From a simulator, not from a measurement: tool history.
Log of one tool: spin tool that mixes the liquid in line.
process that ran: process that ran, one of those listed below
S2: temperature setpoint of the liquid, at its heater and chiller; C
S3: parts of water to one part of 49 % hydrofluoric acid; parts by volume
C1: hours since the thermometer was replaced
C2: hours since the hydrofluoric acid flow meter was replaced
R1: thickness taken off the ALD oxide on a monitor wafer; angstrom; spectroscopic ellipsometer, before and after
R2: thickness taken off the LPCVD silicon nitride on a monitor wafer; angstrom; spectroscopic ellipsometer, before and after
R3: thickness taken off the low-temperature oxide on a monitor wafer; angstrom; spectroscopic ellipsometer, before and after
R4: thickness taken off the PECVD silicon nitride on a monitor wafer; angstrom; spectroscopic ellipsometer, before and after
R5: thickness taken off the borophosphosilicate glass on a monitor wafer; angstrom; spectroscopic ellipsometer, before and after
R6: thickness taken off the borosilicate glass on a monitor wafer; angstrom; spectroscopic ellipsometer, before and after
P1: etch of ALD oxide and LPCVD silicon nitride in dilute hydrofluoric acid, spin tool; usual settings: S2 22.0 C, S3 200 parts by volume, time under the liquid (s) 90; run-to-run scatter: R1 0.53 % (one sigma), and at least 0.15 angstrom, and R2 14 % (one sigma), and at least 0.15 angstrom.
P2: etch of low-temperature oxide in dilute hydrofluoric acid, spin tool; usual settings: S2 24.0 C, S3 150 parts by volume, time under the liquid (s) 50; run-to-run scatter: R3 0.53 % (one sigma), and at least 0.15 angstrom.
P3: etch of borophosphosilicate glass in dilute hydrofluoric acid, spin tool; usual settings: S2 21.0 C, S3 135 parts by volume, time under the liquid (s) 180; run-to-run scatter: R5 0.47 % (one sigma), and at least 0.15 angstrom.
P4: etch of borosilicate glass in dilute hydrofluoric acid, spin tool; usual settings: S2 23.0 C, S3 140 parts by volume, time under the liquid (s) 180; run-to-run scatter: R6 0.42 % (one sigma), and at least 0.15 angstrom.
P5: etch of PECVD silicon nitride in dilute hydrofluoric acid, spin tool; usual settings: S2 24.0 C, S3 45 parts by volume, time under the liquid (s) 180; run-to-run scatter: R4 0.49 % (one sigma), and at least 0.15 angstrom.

run 1 hour=6.5 | process_that_ran=P1 S2=22.0 S3=200 time_under_the_liquid_(s)=90 | C1=148.1 C2=243.7 | R1=43.309 R2=2.24020
run 2 hour=11.0 | process_that_ran=P2 S2=24.0 S3=40 time_under_the_liquid_(s)=50 | C1=152.6 C2=248.2 | R3=472.820
run 3 hour=15.6 | process_that_ran=P5 S2=24.0 S3=45 time_under_the_liquid_(s)=180 | C1=157.2 C2=252.8 | R4=110.960
run 4 hour=19.3 | process_that_ran=P2 S2=24.0 S3=150 time_under_the_liquid_(s)=15 | C1=160.9 C2=256.5 | R3=33.260
run 5 hour=25.7 | process_that_ran=P1 S2=29.5 S3=200 time_under_the_liquid_(s)=90 | C1=167.3 C2=262.9 | R1=57.161 R2=2.88310
run 6 hour=29.5 | process_that_ran=P3 S2=21.0 S3=135 time_under_the_liquid_(s)=180 | C1=171.1 C2=266.7 | R5=476.54
run 7 hour=36.3 | process_that_ran=P1 S2=22.0 S3=200 time_under_the_liquid_(s)=90 | C1=177.9 C2=273.5 | R1=43.501 R2=1.98690
run 8 hour=41.5 | process_that_ran=P3 S2=17.0 S3=135 time_under_the_liquid_(s)=180 | C1=183.1 C2=278.7 | R5=406.31
run 9 hour=45.5 | process_that_ran=P5 S2=24.0 S3=30 time_under_the_liquid_(s)=180 | C1=187.1 C2=282.7 | R4=163.990
run 10 hour=49.4 | process_that_ran=P1 S2=22.0 S3=315 time_under_the_liquid_(s)=140 | C1=191.0 C2=286.6 | R1=38.679 R2=1.58270
run 11 hour=54.9 | process_that_ran=P1 S2=22.0 S3=200 time_under_the_liquid_(s)=90 | C1=196.5 C2=292.1 | R1=43.090 R2=1.57390
run 12 hour=58.2 | process_that_ran=P3 S2=21.0 S3=135 time_under_the_liquid_(s)=15 | C1=199.8 C2=295.4 | R5=39.54
run 13 hour=64.3 | process_that_ran=P4 S2=23.0 S3=85 time_under_the_liquid_(s)=180 | C1=205.9 C2=301.5 | R6=529.83
run 14 hour=67.5 | process_that_ran=P5 S2=24.0 S3=45 time_under_the_liquid_(s)=180 | C1=209.1 C2=304.7 | R4=110.400
run 15 hour=73.8 | process_that_ran=P4 S2=23.0 S3=140 time_under_the_liquid_(s)=180 | C1=215.4 C2=311.0 | R6=301.87
run 16 hour=80.1 | process_that_ran=P1 S2=22.0 S3=200 time_under_the_liquid_(s)=150 | C1=221.7 C2=317.3 | R1=72.214 R2=2.96520
run 17 hour=85.1 | process_that_ran=P1 S2=29.0 S3=200 time_under_the_liquid_(s)=140 | C1=226.7 C2=322.3 | R1=86.574 R2=4.19590
run 18 hour=88.4 | process_that_ran=P4 S2=23.0 S3=140 time_under_the_liquid_(s)=180 | C1=230.0 C2=325.6 | R6=299.68
run 19 hour=92.1 | process_that_ran=P1 S2=22.0 S3=335 time_under_the_liquid_(s)=90 | C1=233.7 C2=329.3 | R1=22.549 R2=1.10440
run 20 hour=95.6 | process_that_ran=P1 S2=22.0 S3=100 time_under_the_liquid_(s)=30 | C1=237.2 C2=332.8 | R1=32.442 R2=1.72470
run 21 hour=102.3 | process_that_ran=P2 S2=24.0 S3=150 time_under_the_liquid_(s)=50 | C1=243.9 C2=339.5 | R3=110.160
run 22 hour=107.0 | process_that_ran=P5 S2=19.0 S3=45 time_under_the_liquid_(s)=180 | C1=248.6 C2=344.2 | R4=78.078
run 23 hour=111.0 | process_that_ran=P5 S2=24.0 S3=45 time_under_the_liquid_(s)=300 | C1=252.6 C2=348.2 | R4=183.860
run 24 hour=114.1 | process_that_ran=P4 S2=29.0 S3=140 time_under_the_liquid_(s)=180 | C1=255.7 C2=351.3 | R6=378.39
run 25 hour=119.5 | process_that_ran=P4 S2=23.0 S3=140 time_under_the_liquid_(s)=75 | C1=261.1 C2=356.7 | R6=125.33
run 26 hour=123.3 | process_that_ran=P1 S2=17.0 S3=200 time_under_the_liquid_(s)=90 | C1=264.9 C2=360.5 | R1=35.947 R2=1.06030
run 27 hour=126.3 | process_that_ran=P1 S2=22.0 S3=200 time_under_the_liquid_(s)=90 | C1=267.9 C2=363.5 | R1=43.720 R2=1.81690
run 28 hour=132.0 | process_that_ran=P1 S2=22.0 S3=200 time_under_the_liquid_(s)=90 | C1=273.6 C2=369.2 | R1=43.563 R2=2.05710
run 29 hour=137.4 | process_that_ran=P3 S2=21.0 S3=240 time_under_the_liquid_(s)=180 | C1=279.0 C2=374.6 | R5=240.07
run 30 hour=140.6 | process_that_ran=P1 S2=22.0 S3=200 time_under_the_liquid_(s)=30 | C1=282.2 C2=377.8 | R1=14.442 R2=0.44935
run 31 hour=143.8 | process_that_ran=P1 S2=22.0 S3=85 time_under_the_liquid_(s)=90 | C1=285.4 C2=381.0 | R1=115.590 R2=5.15500
run 32 hour=147.6 | process_that_ran=P2 S2=19.5 S3=150 time_under_the_liquid_(s)=50 | C1=289.2 C2=384.8 | R3=92.407
run 33 hour=151.8 | process_that_ran=P1 S2=22.0 S3=200 time_under_the_liquid_(s)=90 | C1=293.4 C2=389.0 | R1=43.081 R2=1.54640
run 34 hour=156.6 | process_that_ran=P1 S2=22.0 S3=200 time_under_the_liquid_(s)=90 | C1=298.2 C2=393.8 | R1=42.681 R2=2.19000
run 35 hour=162.4 | process_that_ran=P1 S2=22.0 S3=200 time_under_the_liquid_(s)=90 | C1=304.0 C2=399.6 | R1=42.212 R2=1.93260
run 36 hour=165.8 | process_that_ran=P1 S2=22.0 S3=200 time_under_the_liquid_(s)=90 | C1=307.4 C2=403.0 | R1=41.849 R2=1.76940
run 37 hour=169.7 | process_that_ran=P1 S2=22.0 S3=200 time_under_the_liquid_(s)=90 | C1=311.3 C2=406.9 | R1=41.197 R2=2.04250
run 38 hour=174.0 | process_that_ran=P1 S2=22.0 S3=200 time_under_the_liquid_(s)=90 | C1=315.6 C2=411.2 | R1=41.264 R2=1.94240
run 39 hour=180.5 | process_that_ran=P1 S2=22.0 S3=200 time_under_the_liquid_(s)=90 | C1=322.1 C2=417.7 | R1=41.436 R2=1.86440
run 40 hour=184.8 | process_that_ran=P1 S2=22.0 S3=200 time_under_the_liquid_(s)=90 | C1=326.4 C2=422.0 | R1=40.840 R2=1.38370
run 41 hour=190.9 | process_that_ran=P1 S2=22.0 S3=200 time_under_the_liquid_(s)=90 | C1=332.5 C2=428.1 | R1=40.976 R2=1.68180
run 42 hour=194.4 | process_that_ran=P1 S2=22.0 S3=200 time_under_the_liquid_(s)=90 | C1=336.0 C2=431.6 | R1=41.375 R2=1.69130

Run 43 comes next. What will it give?
run 43 hour=199.4 | process_that_ran=P1 S2=22.0 S3=200 time_under_the_liquid_(s)=90 | C1=341.0 C2=436.6 | R1=? R2=?

Run 43 gave R1 41.227 angstrom, R2 2.09900 angstrom.
